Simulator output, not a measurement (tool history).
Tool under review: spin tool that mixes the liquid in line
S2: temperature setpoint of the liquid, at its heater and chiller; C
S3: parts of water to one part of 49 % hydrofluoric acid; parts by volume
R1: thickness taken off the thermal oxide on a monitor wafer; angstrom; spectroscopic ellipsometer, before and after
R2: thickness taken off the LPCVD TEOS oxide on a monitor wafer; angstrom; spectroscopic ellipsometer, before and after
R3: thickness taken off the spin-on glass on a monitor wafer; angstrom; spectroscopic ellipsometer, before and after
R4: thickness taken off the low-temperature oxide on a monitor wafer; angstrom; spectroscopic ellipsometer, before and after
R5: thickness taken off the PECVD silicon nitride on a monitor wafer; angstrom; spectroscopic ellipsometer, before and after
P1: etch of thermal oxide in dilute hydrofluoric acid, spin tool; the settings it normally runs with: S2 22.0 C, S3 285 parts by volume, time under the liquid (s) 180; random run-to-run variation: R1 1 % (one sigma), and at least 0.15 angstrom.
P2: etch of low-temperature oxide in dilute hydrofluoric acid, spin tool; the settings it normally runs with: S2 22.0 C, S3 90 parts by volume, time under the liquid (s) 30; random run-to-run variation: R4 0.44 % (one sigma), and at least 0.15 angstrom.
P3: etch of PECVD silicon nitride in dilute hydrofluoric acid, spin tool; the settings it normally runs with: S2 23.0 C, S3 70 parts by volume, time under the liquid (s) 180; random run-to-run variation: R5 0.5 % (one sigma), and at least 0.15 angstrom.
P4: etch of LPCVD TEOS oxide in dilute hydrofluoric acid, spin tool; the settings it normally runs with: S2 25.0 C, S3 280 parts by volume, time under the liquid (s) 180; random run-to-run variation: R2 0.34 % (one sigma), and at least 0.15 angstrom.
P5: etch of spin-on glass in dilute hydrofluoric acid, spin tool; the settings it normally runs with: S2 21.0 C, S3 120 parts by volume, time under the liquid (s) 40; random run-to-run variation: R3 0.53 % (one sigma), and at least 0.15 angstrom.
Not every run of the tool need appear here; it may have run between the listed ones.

{"run": 1, "hour": 4.8, "process that ran": "P1", "S2": 22.0, "S3": 285, "time under the liquid (s)": 180, "R1": 21.921}
{"run": 2, "hour": 12.6, "process that ran": "P4", "S2": 32.0, "S3": 280, "time under the liquid (s)": 180, "R2": 294.89}
{"run": 3, "hour": 19.6, "process that ran": "P1", "S2": 22.0, "S3": 285, "time under the liquid (s)": 180, "R1": 22.101}
{"run": 4, "hour": 23.7, "process that ran": "P4", "S2": 25.0, "S3": 455, "time under the liquid (s)": 180, "R2": 121.9}
{"run": 5, "hour": 27.5, "process that ran": "P5", "S2": 21.0, "S3": 205, "time under the liquid (s)": 40, "R3": 49.426}
{"run": 6, "hour": 33.7, "process that ran": "P2", "S2": 22.0, "S3": 90, "time under the liquid (s)": 15, "R4": 36.663}
{"run": 7, "hour": 38.7, "process that ran": "P1", "S2": 22.0, "S3": 285, "time under the liquid (s)": 90, "R1": 11.143}
{"run": 8, "hour": 44.7, "process that ran": "P4", "S2": 25.0, "S3": 280, "time under the liquid (s)": 180, "R2": 234.82}
{"run": 9, "hour": 48.6, "process that ran": "P1", "S2": 22.0, "S3": 390, "time under the liquid (s)": 180, "R1": 14.46}
{"run": 10, "hour": 55.4, "process that ran": "P3", "S2": 23.0, "S3": 70, "time under the liquid (s)": 180, "R5": 40.814}
{"run": 11, "hour": 61.6, "process that ran": "P3", "S2": 31.0, "S3": 70, "time under the liquid (s)": 180, "R5": 68.412}
{"run": 12, "hour": 66.4, "process that ran": "P2", "S2": 22.0, "S3": 90, "time under the liquid (s)": 30, "R4": 73.589}
{"run": 13, "hour": 71.2, "process that ran": "P1", "S2": 22.0, "S3": 150, "time under the liquid (s)": 30, "R1": 8.0733}
{"run": 14, "hour": 78.6, "process that ran": "P1", "S2": 28.5, "S3": 285, "time under the liquid (s)": 75, "R1": 11.433}
{"run": 15, "hour": 86.4, "process that ran": "P1", "S2": 17.0, "S3": 285, "time under the liquid (s)": 180, "R1": 18.138}
{"run": 16, "hour": 90.3, "process that ran": "P1", "S2": 22.0, "S3": 285, "time under the liquid (s)": 180, "R1": 21.75}
{"run": 17, "hour": 98.2, "process that ran": "P5", "S2": 21.0, "S3": 120, "time under the liquid (s)": 80, "R3": 185.74}
{"run": 18, "hour": 103.4, "process that ran": "P3", "S2": 23.0, "S3": 40, "time under the liquid (s)": 180, "R5": 70.233}
{"run": 19, "hour": 108.6, "process that ran": "P2", "S2": 22.0, "S3": 160, "time under the liquid (s)": 30, "R4": 38.288}
{"run": 20, "hour": 112.6, "process that ran": "P2", "S2": 22.0, "S3": 90, "time under the liquid (s)": 30, "R4": 73.791}
{"run": 21, "hour": 119.2, "process that ran": "P4", "S2": 25.0, "S3": 280, "time under the liquid (s)": 30, "R2": 39.026}
{"run": 22, "hour": 122.8, "process that ran": "P2", "S2": 26.0, "S3": 90, "time under the liquid (s)": 30, "R4": 86.89}
{"run": 23, "hour": 129.0, "process that ran": "P1", "S2": 22.0, "S3": 285, "time under the liquid (s)": 180, "R1": 21.861}
{"run": 24, "hour": 134.3, "process that ran": "P1", "S2": 22.0, "S3": 70, "time under the liquid (s)": 180, "R1": 113.88}
{"run": 25, "hour": 138.6, "process that ran": "P3", "S2": 23.0, "S3": 70, "time under the liquid (s)": 365, "R5": 82.368}
{"run": 26, "hour": 144.7, "process that ran": "P4", "S2": 25.0, "S3": 280, "time under the liquid (s)": 180, "R2": 233.96}
{"run": 27, "hour": 152.9, "process that ran": "P5", "S2": 17.0, "S3": 120, "time under the liquid (s)": 40, "R3": 78.661}
{"run": 28, "hour": 158.4, "process that ran": "P1", "S2": 22.0, "S3": 285, "time under the liquid (s)": 265, "R1": 32.717}
{"run": 29, "hour": 166.3, "process that ran": "P1", "S2": 27.5, "S3": 285, "time under the liquid (s)": 180, "R1": 26.92}
{"run": 30, "hour": 170.2, "process that ran": "P5", "S2": 21.0, "S3": 120, "time under the liquid (s)": 40, "R3": 92.396}
{"run": 31, "hour": 177.6, "process that ran": "P1", "S2": 22.0, "S3": 285, "time under the liquid (s)": 180, "R1": 22.174}
{"run": 32, "hour": 183.8, "process that ran": "P1", "S2": 22.0, "S3": 285, "time under the liquid (s)": 180, "R1": 21.119}
{"run": 33, "hour": 188.3, "process that ran": "P1", "S2": 22.0, "S3": 285, "time under the liquid (s)": 180, "R1": 21.039}
{"run": 34, "hour": 195.4, "process that ran": "P1", "S2": 22.0, "S3": 285, "time under the liquid (s)": 180, "R1": 20.721}
{"run": 35, "hour": 200.8, "process that ran": "P1", "S2": 22.0, "S3": 285, "time under the liquid (s)": 180, "R1": 20.703}
{"run": 36, "hour": 208.7, "process that ran": "P1", "S2": 22.0, "S3": 285, "time under the liquid (s)": 180, "R1": 20.796}
{"run": 37, "hour": 213.0, "process that ran": "P1", "S2": 22.0, "S3": 285, "time under the liquid (s)": 180, "R1": 20.644}
{"run": 38, "hour": 218.0, "process that ran": "P1", "S2": 22.0, "S3": 285, "time under the liquid (s)": 180, "R1": 20.535}
{"run": 39, "hour": 222.0, "process that ran": "P1", "S2": 22.0, "S3": 285, "time under the liquid (s)": 180, "R1": 20.757}

P1 has crept away from where it was. The log is fitted equally well by each of these 2 causes, at the sizes shown:
A: liquid colder than its thermometer reads (K) = 1.98
B: hydrofluoric acid flow below the setpoint (%) = 5.47
The gradual shift began around hour 177.6.

Of the 4 check runs listed below, each run on one wafer and each result written as a question mark, which would let you distinguish the listed causes because they would give clearly different results?
{"run": "check 1", "hour": 226.0, "process that ran": "P3", "S2": 23.0, "S3": 70, "time under the liquid (s)": 325, "R5": "?"}
{"run": "check 2", "hour": 226.0, "process that ran": "P4", "S2": 31.0, "S3": 280, "time under the liquid (s)": 40, "R2": "?"}
{"run": "check 3", "hour": 226.0, "process that ran": "P2", "S2": 22.0, "S3": 160, "time under the liquid (s)": 15, "R4": "?"}
{"run": "check 4", "hour": 226.0, "process that ran": "P5", "S2": 21.0, "S3": 195, "time under the liquid (s)": 80, "R3": "?"}

How each check would come out, cause by cause:
check=check_1 result=R5 if_A=64.316 if_B=69.609
check=check_2 result=R2 if_A=59.653 if_B=59.058
check=check_3 result=R4 if_A=17.652 if_B=17.854
check=check_4 result=R3 if_A=97.344 if_B=98.236
Smallest distance between any two causes, each pair judged by its most separating result, in per cent: check 1 7.91 %; check 2 1 %; check 3 1.13 %; check 4 0.91 %
Only check 1 tells the causes apart: in the others they would give nearly the same result.

Check 1 was carried out, with these results: R5 64.513 angstrom. Which of the listed causes is responsible?

It was cause A: liquid colder than its thermometer reads (K).
